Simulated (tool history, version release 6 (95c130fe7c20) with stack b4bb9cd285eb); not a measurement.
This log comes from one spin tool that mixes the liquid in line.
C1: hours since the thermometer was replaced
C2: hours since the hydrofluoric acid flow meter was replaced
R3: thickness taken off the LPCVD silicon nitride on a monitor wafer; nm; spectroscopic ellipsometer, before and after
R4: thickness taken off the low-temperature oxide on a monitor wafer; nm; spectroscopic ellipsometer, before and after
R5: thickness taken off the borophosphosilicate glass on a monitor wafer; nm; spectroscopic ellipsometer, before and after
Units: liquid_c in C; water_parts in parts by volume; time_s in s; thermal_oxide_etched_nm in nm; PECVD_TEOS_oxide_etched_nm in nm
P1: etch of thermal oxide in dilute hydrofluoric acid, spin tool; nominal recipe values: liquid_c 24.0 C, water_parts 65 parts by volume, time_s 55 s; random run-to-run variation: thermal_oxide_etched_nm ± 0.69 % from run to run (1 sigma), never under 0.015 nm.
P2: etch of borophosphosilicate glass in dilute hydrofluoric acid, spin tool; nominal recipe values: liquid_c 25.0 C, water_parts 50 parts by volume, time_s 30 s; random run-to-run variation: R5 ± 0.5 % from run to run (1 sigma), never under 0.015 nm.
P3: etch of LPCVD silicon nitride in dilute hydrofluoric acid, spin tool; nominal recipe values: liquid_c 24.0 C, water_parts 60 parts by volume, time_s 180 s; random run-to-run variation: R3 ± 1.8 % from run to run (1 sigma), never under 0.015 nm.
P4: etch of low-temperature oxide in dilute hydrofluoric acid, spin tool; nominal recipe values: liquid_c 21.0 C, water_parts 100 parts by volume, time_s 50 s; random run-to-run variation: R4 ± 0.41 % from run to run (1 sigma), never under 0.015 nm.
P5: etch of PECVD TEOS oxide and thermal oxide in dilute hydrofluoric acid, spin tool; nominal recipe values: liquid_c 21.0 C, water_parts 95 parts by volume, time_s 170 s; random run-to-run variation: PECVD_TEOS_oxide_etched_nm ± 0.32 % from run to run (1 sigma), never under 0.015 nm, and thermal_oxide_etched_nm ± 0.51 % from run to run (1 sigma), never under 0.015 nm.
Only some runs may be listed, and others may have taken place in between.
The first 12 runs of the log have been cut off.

{"run": 13, "hour": 200.5, "process": "P1", "liquid_c": 24.0, "water_parts": 65, "time_s": 55, "C1": 417.3, "C2": 1550.6, "thermal_oxide_etched_nm": 4.1858}
{"run": 14, "hour": 209.0, "process": "P1", "liquid_c": 20.5, "water_parts": 65, "time_s": 30, "C1": 425.8, "C2": 1559.1, "thermal_oxide_etched_nm": 1.995}
{"run": 15, "hour": 219.8, "process": "P1", "liquid_c": 18.5, "water_parts": 65, "time_s": 55, "C1": 436.6, "C2": 1569.9, "thermal_oxide_etched_nm": 3.3031}
{"run": 16, "hour": 231.1, "process": "P4", "liquid_c": 21.0, "water_parts": 100, "time_s": 50, "C1": 447.9, "C2": 1581.2, "R4": 8.9812}
{"run": 17, "hour": 239.5, "process": "P3", "liquid_c": 24.0, "water_parts": 60, "time_s": 180, "C1": 456.3, "C2": 1589.6, "R3": 1.4265}
{"run": 18, "hour": 249.6, "process": "P1", "liquid_c": 29.0, "water_parts": 65, "time_s": 55, "C1": 466.4, "C2": 1599.7, "thermal_oxide_etched_nm": 5.0611}
{"run": 19, "hour": 260.5, "process": "P2", "liquid_c": 25.0, "water_parts": 80, "time_s": 30, "C1": 477.3, "C2": 1610.6, "R5": 22.521}
{"run": 20, "hour": 273.0, "process": "P1", "liquid_c": 24.0, "water_parts": 20, "time_s": 55, "C1": 489.8, "C2": 1623.1, "thermal_oxide_etched_nm": 14.461}
{"hour": 290.8, "done": "hydrofluoric acid flow meter replaced"}
{"run": 21, "hour": 291.6, "process": "P3", "liquid_c": 24.0, "water_parts": 95, "time_s": 180, "C1": 508.4, "C2": 0.8, "R3": 0.89224}
{"run": 22, "hour": 299.9, "process": "P2", "liquid_c": 25.0, "water_parts": 50, "time_s": 30, "C1": 516.7, "C2": 9.1, "R5": 37.511}
{"run": 23, "hour": 311.5, "process": "P1", "liquid_c": 28.0, "water_parts": 65, "time_s": 95, "C1": 528.3, "C2": 20.7, "thermal_oxide_etched_nm": 8.5173}
{"run": 24, "hour": 321.4, "process": "P2", "liquid_c": 25.0, "water_parts": 50, "time_s": 30, "C1": 538.2, "C2": 30.6, "R5": 37.265}
{"run": 25, "hour": 335.9, "process": "P2", "liquid_c": 29.0, "water_parts": 50, "time_s": 30, "C1": 552.7, "C2": 45.1, "R5": 43.708}
{"run": 26, "hour": 351.5, "process": "P1", "liquid_c": 24.0, "water_parts": 65, "time_s": 55, "C1": 568.3, "C2": 60.7, "thermal_oxide_etched_nm": 4.1863}
{"run": 27, "hour": 369.7, "process": "P1", "liquid_c": 24.0, "water_parts": 65, "time_s": 90, "C1": 586.5, "C2": 78.9, "thermal_oxide_etched_nm": 6.8379}
{"run": 28, "hour": 384.4, "process": "P1", "liquid_c": 24.0, "water_parts": 100, "time_s": 55, "C1": 601.2, "C2": 93.6, "thermal_oxide_etched_nm": 2.628}

What will run 29 give?
{"run": 29, "hour": 394.9, "process": "P5", "liquid_c": 21.0, "water_parts": 165, "time_s": 170, "C1": 611.7, "C2": 104.1, "thermal_oxide_etched_nm": "?", "PECVD_TEOS_oxide_etched_nm": "?"}

thermal_oxide_etched_nm: 4.0000 nm
PECVD_TEOS_oxide_etched_nm: 16.146 nm
